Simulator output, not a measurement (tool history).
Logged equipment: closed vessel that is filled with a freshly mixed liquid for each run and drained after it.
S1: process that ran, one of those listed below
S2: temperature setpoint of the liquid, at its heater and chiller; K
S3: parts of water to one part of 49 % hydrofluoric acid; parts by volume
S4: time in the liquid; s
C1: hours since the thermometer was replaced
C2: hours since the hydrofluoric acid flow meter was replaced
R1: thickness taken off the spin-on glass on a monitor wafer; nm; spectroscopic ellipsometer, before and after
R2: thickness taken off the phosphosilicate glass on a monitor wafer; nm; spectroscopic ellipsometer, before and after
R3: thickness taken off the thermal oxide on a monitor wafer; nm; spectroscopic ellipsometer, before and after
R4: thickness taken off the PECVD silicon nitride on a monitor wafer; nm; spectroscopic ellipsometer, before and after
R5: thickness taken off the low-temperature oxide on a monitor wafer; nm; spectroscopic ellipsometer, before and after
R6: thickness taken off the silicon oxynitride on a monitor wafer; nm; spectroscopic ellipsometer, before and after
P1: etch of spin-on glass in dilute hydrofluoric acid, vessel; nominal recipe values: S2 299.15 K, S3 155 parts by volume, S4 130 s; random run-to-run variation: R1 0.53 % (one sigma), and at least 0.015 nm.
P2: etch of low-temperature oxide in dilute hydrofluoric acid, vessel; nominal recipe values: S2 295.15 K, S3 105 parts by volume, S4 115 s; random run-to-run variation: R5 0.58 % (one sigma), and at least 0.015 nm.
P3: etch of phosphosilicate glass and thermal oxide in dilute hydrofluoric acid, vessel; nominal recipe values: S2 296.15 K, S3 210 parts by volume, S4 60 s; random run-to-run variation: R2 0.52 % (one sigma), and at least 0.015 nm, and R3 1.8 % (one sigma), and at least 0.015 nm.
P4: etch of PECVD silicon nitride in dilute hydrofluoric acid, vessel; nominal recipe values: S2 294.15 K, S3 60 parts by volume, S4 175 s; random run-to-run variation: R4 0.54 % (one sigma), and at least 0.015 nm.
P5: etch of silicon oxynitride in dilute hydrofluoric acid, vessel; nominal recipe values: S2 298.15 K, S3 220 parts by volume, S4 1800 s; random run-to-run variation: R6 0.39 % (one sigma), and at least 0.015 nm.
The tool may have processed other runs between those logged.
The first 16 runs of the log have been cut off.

run	hour	S1	S2	S3	S4	C1	C2	R1	R2	R3	R4	R5	R6
17	176.8	P2	290.15	105	115	735.6	1647.8					11.0560	
18	190.9	P1	299.15	155	130	749.7	1661.9	26.096					
19	197.7	P1	299.15	155	130	756.5	1668.7	25.836					
20	210.1	P5	298.15	220	1800	768.9	1681.1						11.280
21	219.4	P3	302.65	210	60	778.2	1690.4		33.522	1.44670			
22	230.7	P4	294.15	60	30	789.5	1701.7				2.2982		
23	238.7	P3	296.15	210	30	797.5	1709.7		13.265	0.57125			
24	248.7	P5	298.15	220	1800	807.5	1719.7						11.329
25	258.6	P4	294.15	60	175	817.4	1729.6				13.2190		
26	269.8	P3	296.15	210	60	828.6	1740.8		26.692	1.16670			
27	277.5	P1	294.65	155	130	836.3	1748.5	21.875					
28	285.8	P4	294.15	105	175	844.6	1756.8				7.6523		

Expected results for the next run?
29	294.9	P5	298.15	50	1800	853.7	1765.9						?

Run 29 produced R6 56.946 nm.
